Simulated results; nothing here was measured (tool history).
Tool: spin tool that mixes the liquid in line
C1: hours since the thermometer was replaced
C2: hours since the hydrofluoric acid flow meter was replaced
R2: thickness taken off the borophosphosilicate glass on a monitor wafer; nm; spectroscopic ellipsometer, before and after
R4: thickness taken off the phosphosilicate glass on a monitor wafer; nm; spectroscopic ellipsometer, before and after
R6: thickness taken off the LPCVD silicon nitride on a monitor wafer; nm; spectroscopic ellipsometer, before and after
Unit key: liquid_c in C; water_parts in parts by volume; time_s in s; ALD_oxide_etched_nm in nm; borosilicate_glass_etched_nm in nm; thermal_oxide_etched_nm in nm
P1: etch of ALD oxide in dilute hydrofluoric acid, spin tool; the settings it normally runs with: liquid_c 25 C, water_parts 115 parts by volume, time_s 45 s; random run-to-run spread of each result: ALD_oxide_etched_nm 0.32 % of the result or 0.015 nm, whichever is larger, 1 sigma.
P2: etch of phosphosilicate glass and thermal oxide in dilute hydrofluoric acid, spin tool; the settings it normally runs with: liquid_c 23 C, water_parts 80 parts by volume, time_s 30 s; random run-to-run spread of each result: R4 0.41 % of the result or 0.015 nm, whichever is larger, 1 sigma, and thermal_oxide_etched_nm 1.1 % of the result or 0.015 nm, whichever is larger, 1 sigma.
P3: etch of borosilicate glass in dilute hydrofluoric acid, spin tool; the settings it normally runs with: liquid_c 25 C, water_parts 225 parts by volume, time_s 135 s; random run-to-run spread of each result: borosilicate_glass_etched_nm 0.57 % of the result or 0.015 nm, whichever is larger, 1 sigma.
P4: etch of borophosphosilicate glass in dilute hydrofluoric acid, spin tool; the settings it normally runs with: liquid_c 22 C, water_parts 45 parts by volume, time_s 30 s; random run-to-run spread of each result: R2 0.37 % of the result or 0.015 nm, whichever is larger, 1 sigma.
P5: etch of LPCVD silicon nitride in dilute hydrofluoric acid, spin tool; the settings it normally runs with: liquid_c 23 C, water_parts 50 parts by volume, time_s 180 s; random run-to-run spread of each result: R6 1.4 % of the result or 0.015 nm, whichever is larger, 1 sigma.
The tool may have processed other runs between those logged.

run 1 hour=11.2 | process=P1 liquid_c=25 water_parts=115 time_s=45 | C1=193 C2=538.7 | ALD_oxide_etched_nm=6.4675
run 2 hour=20.3 | process=P4 liquid_c=22 water_parts=45 time_s=15 | C1=202.1 C2=547.8 | R2=18.009
run 3 hour=32.9 | process=P4 liquid_c=30 water_parts=45 time_s=30 | C1=214.7 C2=560.4 | R2=49.943
run 4 hour=42 | process=P3 liquid_c=25 water_parts=45 time_s=135 | C1=223.8 C2=569.5 | borosilicate_glass_etched_nm=103.11
run 5 hour=49.1 | process=P2 liquid_c=23 water_parts=80 time_s=30 | C1=230.9 C2=576.6 | R4=73.432 thermal_oxide_etched_nm=1.7245
run 6 hour=57.4 | process=P1 liquid_c=25 water_parts=115 time_s=45 | C1=239.2 C2=584.9 | ALD_oxide_etched_nm=6.4452
run 7 hour=70.2 | process=P1 liquid_c=25 water_parts=20 time_s=15 | C1=252 C2=597.7 | ALD_oxide_etched_nm=13.945
run 8 hour=81.1 | process=P1 liquid_c=25 water_parts=115 time_s=45 | C1=262.9 C2=608.6 | ALD_oxide_etched_nm=6.425
run 9 hour=92.1 | process=P1 liquid_c=25 water_parts=115 time_s=45 | C1=273.9 C2=619.6 | ALD_oxide_etched_nm=6.4096
run 10 hour=99.6 | process=P3 liquid_c=25 water_parts=225 time_s=135 | C1=281.4 C2=627.1 | borosilicate_glass_etched_nm=16.693
run 11 hour=108 | process=P4 liquid_c=22 water_parts=45 time_s=30 | C1=289.8 C2=635.5 | R2=35.765
run 12 hour=118.8 | process=P3 liquid_c=25 water_parts=225 time_s=210 | C1=300.6 C2=646.3 | borosilicate_glass_etched_nm=25.795
-- hour=122.7 hydrofluoric acid flow meter replaced
run 13 hour=125.9 | process=P1 liquid_c=25 water_parts=115 time_s=45 | C1=307.7 C2=3.3 | ALD_oxide_etched_nm=6.3963
run 14 hour=133.6 | process=P4 liquid_c=22 water_parts=75 time_s=30 | C1=315.4 C2=11 | R2=20.738
run 15 hour=146.4 | process=P5 liquid_c=23 water_parts=50 time_s=265 | C1=328.2 C2=23.8 | R6=2.637
run 16 hour=156.2 | process=P1 liquid_c=25 water_parts=180 time_s=45 | C1=338 C2=33.6 | ALD_oxide_etched_nm=3.8001
run 17 hour=169.4 | process=P4 liquid_c=22 water_parts=45 time_s=30 | C1=351.2 C2=46.8 | R2=35.609
run 18 hour=181.3 | process=P1 liquid_c=17.5 water_parts=115 time_s=45 | C1=363.1 C2=58.7 | ALD_oxide_etched_nm=4.7686
run 19 hour=196.2 | process=P5 liquid_c=17.5 water_parts=50 time_s=180 | C1=378 C2=73.6 | R6=1.2293
run 20 hour=205.1 | process=P3 liquid_c=25 water_parts=225 time_s=135 | C1=386.9 C2=82.5 | borosilicate_glass_etched_nm=16.737
run 21 hour=219.8 | process=P1 liquid_c=25 water_parts=115 time_s=45 | C1=401.6 C2=97.2 | ALD_oxide_etched_nm=6.4274
run 22 hour=233 | process=P5 liquid_c=23 water_parts=50 time_s=180 | C1=414.8 C2=110.4 | R6=1.7572
run 23 hour=245.7 | process=P1 liquid_c=25 water_parts=20 time_s=45 | C1=427.5 C2=123.1 | ALD_oxide_etched_nm=41.818
run 24 hour=254.9 | process=P2 liquid_c=23 water_parts=130 time_s=30 | C1=436.7 C2=132.3 | R4=42.379 thermal_oxide_etched_nm=1.037
run 25 hour=262.8 | process=P1 liquid_c=25 water_parts=115 time_s=75 | C1=444.6 C2=140.2 | ALD_oxide_etched_nm=10.684
run 26 hour=272.1 | process=P3 liquid_c=31 water_parts=225 time_s=135 | C1=453.9 C2=149.5 | borosilicate_glass_etched_nm=20.444
run 27 hour=283.8 | process=P2 liquid_c=23 water_parts=80 time_s=15 | C1=465.6 C2=161.2 | R4=36.926 thermal_oxide_etched_nm=0.88898
run 28 hour=294.7 | process=P1 liquid_c=25 water_parts=115 time_s=20 | C1=476.5 C2=172.1 | ALD_oxide_etched_nm=2.8565
run 29 hour=301.9 | process=P2 liquid_c=30 water_parts=80 time_s=30 | C1=483.7 C2=179.3 | R4=96.833 thermal_oxide_etched_nm=2.2389
run 30 hour=308.7 | process=P5 liquid_c=23 water_parts=30 time_s=180 | C1=490.5 C2=186.1 | R6=3.019
run 31 hour=315.7 | process=P1 liquid_c=31.5 water_parts=115 time_s=45 | C1=497.5 C2=193.1 | ALD_oxide_etched_nm=8.1782
run 32 hour=328 | process=P1 liquid_c=25 water_parts=115 time_s=45 | C1=509.8 C2=205.4 | ALD_oxide_etched_nm=6.4233
run 33 hour=340.2 | process=P1 liquid_c=25 water_parts=115 time_s=45 | C1=522 C2=217.6 | ALD_oxide_etched_nm=6.6607
run 34 hour=351 | process=P1 liquid_c=25 water_parts=115 time_s=45 | C1=532.8 C2=228.4 | ALD_oxide_etched_nm=6.8161
run 35 hour=364.9 | process=P1 liquid_c=25 water_parts=115 time_s=45 | C1=546.7 C2=242.3 | ALD_oxide_etched_nm=6.8903
run 36 hour=376.1 | process=P1 liquid_c=25 water_parts=115 time_s=45 | C1=557.9 C2=253.5 | ALD_oxide_etched_nm=6.9814
run 37 hour=388.2 | process=P1 liquid_c=25 water_parts=115 time_s=45 | C1=570 C2=265.6 | ALD_oxide_etched_nm=6.9848

What will run 38 give?
run 38 hour=403.1 | process=P1 liquid_c=25 water_parts=115 time_s=45 | C1=584.9 C2=280.5 | ALD_oxide_etched_nm=?

Logged for run 38: ALD_oxide_etched_nm 7.0266 nm.
